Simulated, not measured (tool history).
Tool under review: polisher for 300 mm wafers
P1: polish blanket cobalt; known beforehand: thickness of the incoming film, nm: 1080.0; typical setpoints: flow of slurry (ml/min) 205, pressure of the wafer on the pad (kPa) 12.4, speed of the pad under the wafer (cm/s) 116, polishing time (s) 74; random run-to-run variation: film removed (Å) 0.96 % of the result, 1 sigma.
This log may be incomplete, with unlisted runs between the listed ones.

run,hour,flow of slurry (ml/min),pressure of the wafer on the pad (kPa),speed of the pad under the wafer (cm/s),polishing time (s),wafers polished on this pad,hours since the slurry nozzle was cleaned,hours since the head pressure was calibrated,film removed (Å)
1,4.3,205,12.4,116,74,1160,154.4,429.1,4516.8
2,8.2,310,12.4,116,74,1199,158.3,433.0,4655.5
# hour 8.9: slurry nozzle cleaned
3,15.9,205,12.4,116,116,1277,7.0,440.7,7079.5
4,24.3,205,17.9,116,74,1362,15.4,449.1,6461.5
5,31.4,205,12.4,116,74,1434,22.5,456.2,4505.5
6,37.7,205,12.4,116,74,1498,28.8,462.5,4526.8
7,43.5,205,7.6,116,74,1557,34.6,468.3,2668.5
8,47.4,125,12.4,116,57,1596,38.5,472.2,3164.9
9,51.2,205,12.4,52,74,1635,42.3,476.0,1987.9
10,56.8,205,12.4,116,54,1692,47.9,481.6,3313.0
11,60.8,205,12.4,116,74,1732,51.9,485.6,4512.8
12,68.9,205,12.4,116,74,1814,60.0,493.7,4536.9
13,74.2,205,12.4,176,74,1868,65.3,499.0,6916.3
14,78.7,125,12.4,116,74,1914,69.8,503.5,4163.2

What does the tool deliver on the next run?
15,82.5,205,12.4,116,74,1952,73.6,507.3,?

{"run 15": {"film removed (Å)": 4471.4}}

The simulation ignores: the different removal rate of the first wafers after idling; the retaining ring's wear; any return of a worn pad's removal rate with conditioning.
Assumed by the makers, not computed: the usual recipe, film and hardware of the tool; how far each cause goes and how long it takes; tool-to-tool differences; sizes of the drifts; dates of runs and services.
